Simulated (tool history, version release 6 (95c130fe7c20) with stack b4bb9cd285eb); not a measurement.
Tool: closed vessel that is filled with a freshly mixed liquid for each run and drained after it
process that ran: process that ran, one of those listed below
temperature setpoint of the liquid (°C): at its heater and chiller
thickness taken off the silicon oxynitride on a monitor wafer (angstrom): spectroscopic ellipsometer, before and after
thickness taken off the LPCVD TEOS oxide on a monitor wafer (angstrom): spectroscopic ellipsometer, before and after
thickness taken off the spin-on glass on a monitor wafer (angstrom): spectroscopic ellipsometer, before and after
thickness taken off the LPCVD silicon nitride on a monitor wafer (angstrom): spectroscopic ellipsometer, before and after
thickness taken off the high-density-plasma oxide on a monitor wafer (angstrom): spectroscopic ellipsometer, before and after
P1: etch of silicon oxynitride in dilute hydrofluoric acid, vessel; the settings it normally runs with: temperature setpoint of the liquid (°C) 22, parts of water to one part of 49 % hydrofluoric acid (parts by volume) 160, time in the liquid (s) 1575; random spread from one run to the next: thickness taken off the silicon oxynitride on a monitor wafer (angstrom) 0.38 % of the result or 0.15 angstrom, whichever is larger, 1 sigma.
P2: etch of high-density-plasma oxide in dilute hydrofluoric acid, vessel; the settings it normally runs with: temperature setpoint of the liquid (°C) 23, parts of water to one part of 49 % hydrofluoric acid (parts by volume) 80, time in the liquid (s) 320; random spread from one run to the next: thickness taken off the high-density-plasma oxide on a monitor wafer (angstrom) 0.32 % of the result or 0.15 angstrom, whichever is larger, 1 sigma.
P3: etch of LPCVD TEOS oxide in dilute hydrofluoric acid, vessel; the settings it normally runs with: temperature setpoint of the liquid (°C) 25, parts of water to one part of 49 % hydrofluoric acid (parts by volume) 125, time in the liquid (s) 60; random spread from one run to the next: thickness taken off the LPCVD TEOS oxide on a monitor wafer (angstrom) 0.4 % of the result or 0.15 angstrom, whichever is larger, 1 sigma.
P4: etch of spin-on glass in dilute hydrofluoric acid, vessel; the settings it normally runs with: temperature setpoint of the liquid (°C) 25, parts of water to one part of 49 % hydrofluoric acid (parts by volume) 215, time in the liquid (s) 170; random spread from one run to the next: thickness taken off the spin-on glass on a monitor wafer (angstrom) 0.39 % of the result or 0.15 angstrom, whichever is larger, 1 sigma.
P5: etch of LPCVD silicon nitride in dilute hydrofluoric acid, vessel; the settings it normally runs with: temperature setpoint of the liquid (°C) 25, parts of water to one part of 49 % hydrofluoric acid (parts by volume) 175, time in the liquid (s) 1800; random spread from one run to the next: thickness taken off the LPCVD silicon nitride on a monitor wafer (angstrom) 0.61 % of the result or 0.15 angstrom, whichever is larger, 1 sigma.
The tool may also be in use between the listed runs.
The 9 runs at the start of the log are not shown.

| run | hour | process that ran | temperature setpoint of the liquid (°C) | parts of water to one part of 49 % hydrofluoric acid (parts by volume) | time in the liquid (s) | hours since the thermometer was replaced | hours since the hydrofluoric acid flow meter was replaced | thickness taken off the silicon oxynitride on a monitor wafer (angstrom) | thickness taken off the LPCVD TEOS oxide on a monitor wafer (angstrom) | thickness taken off the spin-on glass on a monitor wafer (angstrom) | thickness taken off the LPCVD silicon nitride on a monitor wafer (angstrom) | thickness taken off the high-density-plasma oxide on a monitor wafer (angstrom) |
|---|---|---|---|---|---|---|---|---|---|---|---|---|
| 10 | 52.6 | P2 | 23 | 80 | 320 | 325.3 | 944.4 |  |  |  |  | 203.1 |
| 11 | 60.9 | P1 | 22 | 160 | 1575 | 333.6 | 952.7 | 125.02 |  |  |  |  |
| 12 | 64.7 | P1 | 22 | 160 | 1575 | 337.4 | 956.5 | 124.85 |  |  |  |  |
| 13 | 70.8 | P1 | 22 | 35 | 2555 | 343.5 | 962.6 | 1013 |  |  |  |  |
| 14 | 76.1 | P2 | 23 | 80 | 75 | 348.8 | 967.9 |  |  |  |  | 47.502 |
| 15 | 80.3 | P1 | 17 | 160 | 2315 | 353 | 972.1 | 144.6 |  |  |  |  |
| 16 | 84.9 | P5 | 17.5 | 175 | 1800 | 357.6 | 976.7 |  |  |  | 30.985 |  |
| 17 | 91.3 | P5 | 25 | 175 | 1800 | 364 | 983.1 |  |  |  | 51.61 |  |
| 18 | 99.4 | P1 | 29 | 160 | 1575 | 372.1 | 991.2 | 170.97 |  |  |  |  |
| 19 | 105 | P2 | 23 | 40 | 320 | 377.7 | 996.8 |  |  |  |  | 427.79 |
| 20 | 113.5 | P1 | 22 | 60 | 1575 | 386.2 | 1005.3 | 358.25 |  |  |  |  |
| 21 | 118.4 | P1 | 17 | 160 | 1575 | 391.1 | 1010.2 | 98.491 |  |  |  |  |
| 22 | 125.9 | P3 | 25 | 40 | 60 | 398.6 | 1017.7 |  | 389.41 |  |  |  |
| 23 | 131 | P2 | 23 | 80 | 320 | 403.7 | 1022.8 |  |  |  |  | 204.25 |
| 24 | 138.3 | P1 | 22 | 160 | 500 | 411 | 1030.1 | 39.622 |  |  |  |  |
| 25 | 142.2 | P4 | 33 | 215 | 170 | 414.9 | 1034 |  |  | 478.73 |  |  |
| 26 | 147.2 | P3 | 25 | 125 | 60 | 419.9 | 1039 |  | 110.72 |  |  |  |

Run 27 comes next. What will it give?
| 27 | 151.5 | P1 | 22 | 275 | 1575 | 424.2 | 1043.3 | ? |  |  |  |  |

thickness taken off the silicon oxynitride on a monitor wafer (angstrom): 67.369

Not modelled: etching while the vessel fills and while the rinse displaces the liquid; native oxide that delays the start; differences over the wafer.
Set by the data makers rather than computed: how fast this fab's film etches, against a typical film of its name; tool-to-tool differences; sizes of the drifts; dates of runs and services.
